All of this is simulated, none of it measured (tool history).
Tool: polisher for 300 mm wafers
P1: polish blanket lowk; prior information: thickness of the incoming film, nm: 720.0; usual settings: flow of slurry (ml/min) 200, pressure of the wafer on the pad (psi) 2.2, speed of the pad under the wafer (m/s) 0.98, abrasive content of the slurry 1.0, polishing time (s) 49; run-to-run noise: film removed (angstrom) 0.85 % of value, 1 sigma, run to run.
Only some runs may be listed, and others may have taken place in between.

run,hour,flow of slurry (ml/min),pressure of the wafer on the pad (psi),speed of the pad under the wafer (m/s),abrasive content of the slurry,polishing time (s),wafers polished on this pad,hours since the slurry nozzle was cleaned,hours since the head pressure was calibrated,hours since the slurry blender was calibrated,hours since the conditioning disc was replaced,film removed (angstrom)
1,10.5,200,2.2,0.98,1.0,49,625,355.0,340.8,133.7,185.6,206.87
2,19.0,200,2.2,0.98,1.0,76,680,363.5,349.3,142.2,194.1,320.52
3,25.1,200,2.2,1.34,1.0,49,719,369.6,355.4,148.3,200.2,265.56
4,34.3,200,2.2,0.98,1.0,49,778,378.8,364.6,157.5,209.4,206.65
5,41.9,200,2.2,1.30,0.7,49,827,386.4,372.2,165.1,217.0,213.75
6,48.1,120,2.2,0.98,1.0,49,867,392.6,378.4,171.3,223.2,193.55
7,58.1,200,2.2,0.98,1.0,49,931,402.6,388.4,181.3,233.2,207.34
8,67.7,200,2.2,0.98,1.3,49,993,412.2,398.0,190.9,242.8,228.50
9,78.4,295,2.2,0.98,1.0,49,1062,422.9,408.7,201.6,253.5,215.57
10,84.1,200,2.2,0.52,1.0,49,1099,428.6,414.4,207.3,259.2,122.95
11,90.4,200,2.2,0.98,0.5,49,1139,434.9,420.7,213.6,265.5,141.61
12,98.7,200,1.2,0.98,1.0,49,1192,443.2,429.0,221.9,273.8,113.48
13,110.1,200,2.2,0.98,1.0,32,1266,454.6,440.4,233.3,285.2,134.73
# hour 114.5: conditioning disc replaced and pad reconditioned
14,122.5,200,2.2,0.98,1.0,49,1346,467.0,452.8,245.7,8.1,208.04
15,129.8,295,2.2,1.48,1.0,49,1392,474.3,460.1,253.0,15.4,293.55
16,140.3,120,2.2,0.98,0.8,49,1460,484.8,470.6,263.5,25.9,172.68
17,150.2,200,3.5,0.98,1.0,49,1524,494.7,480.5,273.4,35.8,326.23
18,159.8,200,2.2,0.98,1.0,49,1585,504.3,490.1,283.0,45.4,203.91
19,171.1,200,2.2,0.98,1.0,49,1658,515.6,501.4,294.3,56.7,203.02
20,181.6,200,2.2,0.98,1.0,49,1726,526.1,511.9,304.8,67.2,196.24
21,187.3,200,2.2,0.98,1.0,49,1762,531.8,517.6,310.5,72.9,189.97
22,196.0,200,2.2,0.98,1.0,49,1818,540.5,526.3,319.2,81.6,187.35
23,205.6,200,2.2,0.98,1.0,49,1880,550.1,535.9,328.8,91.2,187.14
# hour 205.7: head pressure recalibrated
24,213.4,200,2.2,0.98,1.0,49,1930,557.9,7.7,336.6,99.0,185.52
# hour 225.1: conditioning disc replaced and pad reconditioned
25,226.5,200,2.2,0.98,1.0,49,2014,571.0,20.8,349.7,1.4,182.63
# hour 230.2: slurry nozzle cleaned
26,235.6,200,2.2,0.98,1.0,49,2073,5.4,29.9,358.8,10.5,185.90
27,247.0,200,2.2,0.98,1.0,49,2146,16.8,41.3,370.2,21.9,180.85
28,258.1,200,2.2,0.98,1.0,49,2217,27.9,52.4,381.3,33.0,182.20
29,267.5,200,2.2,0.98,1.0,49,2278,37.3,61.8,390.7,42.4,180.80

What P1 gives has crept off from where it sat before. The 2 causes that follow fit the log equally well, each at the size noted:
A: abrasive missing from the slurry, % = 22.8
B: removal rate lost through wear of the pad, % = 11.8
The gradual shift began around hour 159.8.
All other causes, with the reason each is excluded:
slurry flow missing at the pad, %: work on it at hour 230.2, done after the drift set in, did not restore what the process gave before
head's pressure below its setpoint, %: work on it at hour 205.7, done after the drift set in, did not restore what the process gave before
time polished since the conditioner stopped cutting, s: work on it at hour 225.1, done after the drift set in, did not restore what the process gave before

Which of the 4 check runs listed below, each an average over 5 wafers with its results shown as question marks, gives clearly different results under the different listed causes?
check 1,276.9,200,3.4,0.98,0.65,49,,,,,,?
check 2,276.9,200,3.4,0.56,1.00,49,,,,,,?
check 3,276.9,120,2.2,0.98,1.00,75,,,,,,?
check 4,276.9,290,2.2,0.98,1.00,73,,,,,,?

Outcome of each check run for each possible cause:
check,result,if A,if B
check 1,film removed (angstrom),219.94,226.18
check 2,film removed (angstrom),179.86,179.93
check 3,film removed (angstrom),255.80,255.90
check 4,film removed (angstrom),282.67,282.78
Minimum pairwise separation of causes per check, each pair taken at its best-separating result: check 1 2.79 %; check 2 0.04 %; check 3 0.04 %; check 4 0.04 %
The causes can be told apart only by check 1. The other checks would give nearly the same results under each of them.

Check 1 was carried out, with these results: film removed (angstrom) 219.56. Which of the listed causes is responsible?

A is the cause: abrasive missing from the slurry, %.
